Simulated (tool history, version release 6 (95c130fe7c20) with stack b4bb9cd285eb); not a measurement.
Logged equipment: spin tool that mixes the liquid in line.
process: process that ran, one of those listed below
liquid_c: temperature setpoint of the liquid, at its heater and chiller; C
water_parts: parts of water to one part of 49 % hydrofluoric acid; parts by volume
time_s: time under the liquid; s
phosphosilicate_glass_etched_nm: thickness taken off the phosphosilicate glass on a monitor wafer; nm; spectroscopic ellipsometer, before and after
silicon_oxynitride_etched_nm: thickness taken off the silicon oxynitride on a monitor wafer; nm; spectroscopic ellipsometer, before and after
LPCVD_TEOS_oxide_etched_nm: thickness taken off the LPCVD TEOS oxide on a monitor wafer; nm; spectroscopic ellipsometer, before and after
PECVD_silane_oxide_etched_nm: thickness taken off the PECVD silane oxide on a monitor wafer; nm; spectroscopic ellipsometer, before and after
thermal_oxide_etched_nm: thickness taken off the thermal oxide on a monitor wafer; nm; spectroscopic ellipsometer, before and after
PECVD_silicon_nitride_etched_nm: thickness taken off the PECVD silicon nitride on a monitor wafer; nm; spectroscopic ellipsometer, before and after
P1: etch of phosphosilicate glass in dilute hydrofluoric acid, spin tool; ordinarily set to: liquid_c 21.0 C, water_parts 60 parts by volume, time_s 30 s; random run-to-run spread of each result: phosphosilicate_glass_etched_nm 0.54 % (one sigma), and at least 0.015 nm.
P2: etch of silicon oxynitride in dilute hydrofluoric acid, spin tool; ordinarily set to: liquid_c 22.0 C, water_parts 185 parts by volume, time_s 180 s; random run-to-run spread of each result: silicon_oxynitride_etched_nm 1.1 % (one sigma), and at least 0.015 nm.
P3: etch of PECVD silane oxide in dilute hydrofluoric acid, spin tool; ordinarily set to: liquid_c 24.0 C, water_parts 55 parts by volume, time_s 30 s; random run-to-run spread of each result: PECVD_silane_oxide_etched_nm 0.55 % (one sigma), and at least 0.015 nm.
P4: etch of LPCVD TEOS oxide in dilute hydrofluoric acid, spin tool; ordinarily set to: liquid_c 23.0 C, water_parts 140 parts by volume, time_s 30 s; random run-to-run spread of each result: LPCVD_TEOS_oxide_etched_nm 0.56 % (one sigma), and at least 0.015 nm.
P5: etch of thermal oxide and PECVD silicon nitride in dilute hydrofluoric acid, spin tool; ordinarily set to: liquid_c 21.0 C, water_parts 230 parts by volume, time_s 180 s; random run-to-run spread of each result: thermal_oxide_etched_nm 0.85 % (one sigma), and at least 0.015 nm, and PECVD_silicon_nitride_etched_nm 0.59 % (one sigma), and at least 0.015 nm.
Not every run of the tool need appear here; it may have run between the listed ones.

run	hour	process	liquid_c	water_parts	time_s	hours since the thermometer was replaced	hours since the hydrofluoric acid flow meter was replaced	phosphosilicate_glass_etched_nm	silicon_oxynitride_etched_nm	LPCVD_TEOS_oxide_etched_nm	PECVD_silane_oxide_etched_nm	thermal_oxide_etched_nm	PECVD_silicon_nitride_etched_nm
1	11.6	P1	21.0	60	30	310.5	760.5	88.127					
2	17.9	P1	21.0	35	15	316.8	766.8	78.079					
3	23.8	P2	22.0	185	320	322.7	772.7		3.3758				
4	32.7	P1	21.0	60	15	331.6	781.6	44.181					
5	38.0	P4	23.0	140	15	336.9	786.9			2.6009			
6	44.3	P1	21.0	20	30	343.2	793.2	279.040					
7	51.3	P4	17.0	140	30	350.2	800.2			4.1879			
8	60.3	P1	21.0	60	30	359.2	809.2	89.276					
9	66.9	P3	24.0	55	30	365.8	815.8				17.2840		
10	72.3	P5	21.0	230	180	371.2	821.2					2.81130	3.61540
11	80.9	P3	24.0	55	30	379.8	829.8				17.1660		
12	91.8	P2	29.5	185	180	390.7	840.7		2.6031				
13	98.2	P2	22.0	55	180	397.1	847.1		6.9713				
14	107.7	P3	24.0	25	30	406.6	856.6				39.6220		
15	115.3	P1	21.0	60	30	414.2	864.2	88.524					
16	120.7	P4	23.0	200	30	419.6	869.6			3.4055			
17	131.2	P1	17.0	60	30	430.1	880.1	75.090					
18	139.4	P3	24.0	55	15	438.3	888.3				8.7572		
19	149.4	P5	21.0	230	180	448.3	898.3					2.86520	3.58580
20	157.6	P1	21.0	100	30	456.5	906.5	50.458					
21	169.8	P1	21.0	60	30	468.7	918.7	90.412					
22	176.8	P4	23.0	140	30	475.7	925.7			5.2881			
23	186.3	P1	21.0	60	60	485.2	935.2	177.650					
24	195.0	P3	20.0	55	30	493.9	943.9				14.6240		
25	202.1	P2	22.0	185	180	501.0	951.0		1.9000				
26	213.9	P1	25.5	60	30	512.8	962.8	107.130					
27	220.2	P1	17.0	60	15	519.1	969.1	38.027					
28	229.9	P1	21.0	85	15	528.8	978.8	30.236					
29	235.8	P5	27.5	230	180	534.7	984.7					3.66150	5.41780
30	244.2	P5	21.0	230	15	543.1	993.1					0.23457	0.27559
31	254.1	P5	21.0	335	180	553.0	1003.0					1.81700	2.49870
32	261.6	P1	21.0	60	30	560.5	1010.5	89.434					
33	272.0	P1	21.0	60	30	570.9	1020.9	90.198					
34	280.1	P1	21.0	60	30	579.0	1029.0	92.151					
35	285.8	P1	21.0	60	30	584.7	1034.7	93.118					
36	296.6	P1	21.0	60	30	595.5	1045.5	93.293					
37	304.4	P1	21.0	60	30	603.3	1053.3	92.945					
38	311.7	P1	21.0	60	30	610.6	1060.6	92.572					
39	322.2	P1	21.0	60	30	621.1	1071.1	94.413					

Run 40 has not been measured yet. What should we expect?
40	328.6	P1	21.0	60	30	627.5	1077.5	?					

{"run 40": {"phosphosilicate_glass_etched_nm": 94.151}}
